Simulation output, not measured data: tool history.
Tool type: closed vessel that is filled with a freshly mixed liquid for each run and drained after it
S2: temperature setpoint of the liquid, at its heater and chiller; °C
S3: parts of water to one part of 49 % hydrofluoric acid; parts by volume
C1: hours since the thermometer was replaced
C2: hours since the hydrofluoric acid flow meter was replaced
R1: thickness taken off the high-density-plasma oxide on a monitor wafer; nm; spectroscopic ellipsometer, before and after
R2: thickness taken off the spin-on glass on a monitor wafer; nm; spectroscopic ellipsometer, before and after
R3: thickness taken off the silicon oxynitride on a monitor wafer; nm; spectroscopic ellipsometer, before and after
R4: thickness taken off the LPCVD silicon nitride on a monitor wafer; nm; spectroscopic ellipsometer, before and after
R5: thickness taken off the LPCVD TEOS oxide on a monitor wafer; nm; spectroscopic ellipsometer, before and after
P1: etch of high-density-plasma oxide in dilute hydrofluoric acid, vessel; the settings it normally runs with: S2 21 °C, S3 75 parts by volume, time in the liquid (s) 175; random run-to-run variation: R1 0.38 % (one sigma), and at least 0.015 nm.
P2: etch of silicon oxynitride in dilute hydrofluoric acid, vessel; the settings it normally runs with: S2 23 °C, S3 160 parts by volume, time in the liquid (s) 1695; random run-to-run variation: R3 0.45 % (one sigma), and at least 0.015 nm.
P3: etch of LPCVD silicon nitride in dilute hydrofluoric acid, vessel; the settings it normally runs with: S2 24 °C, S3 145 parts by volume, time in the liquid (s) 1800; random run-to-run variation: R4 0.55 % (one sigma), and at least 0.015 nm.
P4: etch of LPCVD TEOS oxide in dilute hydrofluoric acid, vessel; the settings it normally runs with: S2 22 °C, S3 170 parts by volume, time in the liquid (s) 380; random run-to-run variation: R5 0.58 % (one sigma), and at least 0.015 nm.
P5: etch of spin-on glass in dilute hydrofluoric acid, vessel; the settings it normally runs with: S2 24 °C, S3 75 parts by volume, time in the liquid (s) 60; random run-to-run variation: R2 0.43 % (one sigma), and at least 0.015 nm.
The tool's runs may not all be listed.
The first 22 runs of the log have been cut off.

{"run": 23, "hour": 270.1, "process that ran": "P3", "S2": 19, "S3": 145, "time in the liquid (s)": 1800, "C1": 862.7, "C2": 716.5, "R4": 3.8048}
{"run": 24, "hour": 281.0, "process that ran": "P4", "S2": 17, "S3": 170, "time in the liquid (s)": 380, "C1": 873.6, "C2": 727.4, "R5": 34.511}
{"run": 25, "hour": 292.4, "process that ran": "P3", "S2": 24, "S3": 210, "time in the liquid (s)": 1800, "C1": 885, "C2": 738.8, "R4": 3.6208}
{"run": 26, "hour": 306.1, "process that ran": "P5", "S2": 19, "S3": 75, "time in the liquid (s)": 60, "C1": 898.7, "C2": 752.5, "R2": 45.51}
{"run": 27, "hour": 318.9, "process that ran": "P4", "S2": 22, "S3": 170, "time in the liquid (s)": 725, "C1": 911.5, "C2": 765.3, "R5": 80.789}
{"run": 28, "hour": 330.5, "process that ran": "P1", "S2": 21, "S3": 20, "time in the liquid (s)": 175, "C1": 923.1, "C2": 776.9, "R1": 44.819}
{"run": 29, "hour": 341.4, "process that ran": "P2", "S2": 23, "S3": 160, "time in the liquid (s)": 30, "C1": 934, "C2": 787.8, "R3": 0.84645}
{"run": 30, "hour": 357.0, "process that ran": "P1", "S2": 21, "S3": 125, "time in the liquid (s)": 175, "C1": 949.6, "C2": 803.4, "R1": 6.3029}
{"run": 31, "hour": 366.4, "process that ran": "P1", "S2": 21, "S3": 75, "time in the liquid (s)": 175, "C1": 959, "C2": 812.8, "R1": 11.185}
{"run": 32, "hour": 379.5, "process that ran": "P1", "S2": 21, "S3": 75, "time in the liquid (s)": 175, "C1": 972.1, "C2": 825.9, "R1": 10.787}
{"run": 33, "hour": 387.7, "process that ran": "P1", "S2": 21, "S3": 75, "time in the liquid (s)": 175, "C1": 980.3, "C2": 834.1, "R1": 10.626}
{"run": 34, "hour": 404.1, "process that ran": "P1", "S2": 21, "S3": 75, "time in the liquid (s)": 175, "C1": 996.7, "C2": 850.5, "R1": 10.438}
{"run": 35, "hour": 417.1, "process that ran": "P1", "S2": 21, "S3": 75, "time in the liquid (s)": 175, "C1": 1009.7, "C2": 863.5, "R1": 10.359}
{"run": 36, "hour": 424.7, "process that ran": "P1", "S2": 21, "S3": 75, "time in the liquid (s)": 175, "C1": 1017.3, "C2": 871.1, "R1": 10.38}
{"run": 37, "hour": 432.2, "process that ran": "P1", "S2": 21, "S3": 75, "time in the liquid (s)": 175, "C1": 1024.8, "C2": 878.6, "R1": 10.384}

Predict the results of run 38:
{"run": 38, "hour": 443.9, "process that ran": "P1", "S2": 21, "S3": 75, "time in the liquid (s)": 175, "C1": 1036.5, "C2": 890.3, "R1": "?"}

For run 38 the tool returned R1 10.294 nm.

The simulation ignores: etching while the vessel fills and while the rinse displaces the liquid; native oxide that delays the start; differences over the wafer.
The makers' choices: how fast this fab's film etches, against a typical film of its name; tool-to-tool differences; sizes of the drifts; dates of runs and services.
